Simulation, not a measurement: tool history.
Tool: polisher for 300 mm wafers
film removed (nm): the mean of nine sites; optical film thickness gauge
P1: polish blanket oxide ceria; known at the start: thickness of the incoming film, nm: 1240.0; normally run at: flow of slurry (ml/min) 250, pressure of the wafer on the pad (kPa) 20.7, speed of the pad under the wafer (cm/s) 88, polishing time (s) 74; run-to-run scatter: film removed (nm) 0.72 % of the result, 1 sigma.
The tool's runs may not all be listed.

run    day  flow of slurry (ml/min)  pressure of the wafer on the pad (kPa)  speed of the pad under the wafer (cm/s)  polishing time (s)  film removed (nm)
  1  0.238                      250                                    20.7                                       88                  74             291.14
  2  0.388                      250                                    20.7                                       88                  40             157.89
  3  0.646                      350                                    20.7                                       88                  74             297.06
  4  0.875                      250                                    20.7                                       88                  74             290.76
  5  1.062                      150                                    20.7                                       88                  74             270.79
  6  1.275                      250                                    20.7                                       88                  74             292.88
  7  1.608                      250                                    20.7                                       88                  74             289.11
  8  1.808                      250                                    31.7                                       88                  74             443.03
  9  1.954                      250                                    20.7                                      126                  74             415.35
 10  2.275                      250                                    10.3                                       88                  74             144.91
 11  2.546                      320                                    20.7                                       88                  57              229.9
 12  2.733                      250                                    20.7                                       88                  74             288.03
 13  2.938                      250                                    20.7                                      118                 102              542.5
 14  3.129                      250                                    20.7                                       52                  74             170.71
 15  3.433                      250                                    20.7                                       88                 115             458.24
 16  3.688                      250                                    20.7                                       88                  74             289.93
 17  3.838                      250                                    20.7                                       88                  74             282.73
 18  4.088                      250                                    20.7                                       88                  74             278.54
 19  4.238                      250                                    20.7                                       88                  74              273.4
 20  4.392                      250                                    20.7                                       88                  74             273.55
      4.55  -- head pressure recalibrated
 21  4.588                      250                                    20.7                                       88                  74             273.89
 22  4.821                      250                                    20.7                                       88                  74             273.37
 23  5.138                      250                                    20.7                                       88                  74             273.02

What P1 gives has crept away from where it was. These 2 causes fit the log equally well, each at the size given:
A: removal rate lost through wear of the pad, % = 6.49
B: slurry flow missing at the pad, % = 38.9
The creep began at about day 3.688.
Why every other cause is out:
head's pressure below its setpoint, %: serviced at day 4.55, which brought nothing back

4 check runs are offered, each on 2 wafers whose results are averaged, their results left as question marks. Which one tells the causes apart?
check 1  5.454                      250                                    31.7                                       88                 114                  ?
check 2  5.454                      250                                    20.7                                       58                  92                  ?
check 3  5.454                      150                                    20.7                                      124                  74                  ?
check 4  5.454                      250                                    20.7                                      108                  74                  ?

What each check would give under each cause:
  check             result    if A    if B
check 1  film removed (nm)  642.07  642.11
check 2  film removed (nm)  222.73  222.74
check 3  film removed (nm)  357.06     343
check 4  film removed (nm)  333.59  333.61
How far apart the two closest causes lie, in the result that separates them most: check 1 0.01 %; check 2 0.01 %; check 3 4.02 %; check 4 0.01 %
Check 3 tells the causes apart: in the others they would give nearly the same result.

Check 3 was then run and gave: film removed (nm) 357.7. Which cause is it?

It is A: removal rate lost through wear of the pad, %.

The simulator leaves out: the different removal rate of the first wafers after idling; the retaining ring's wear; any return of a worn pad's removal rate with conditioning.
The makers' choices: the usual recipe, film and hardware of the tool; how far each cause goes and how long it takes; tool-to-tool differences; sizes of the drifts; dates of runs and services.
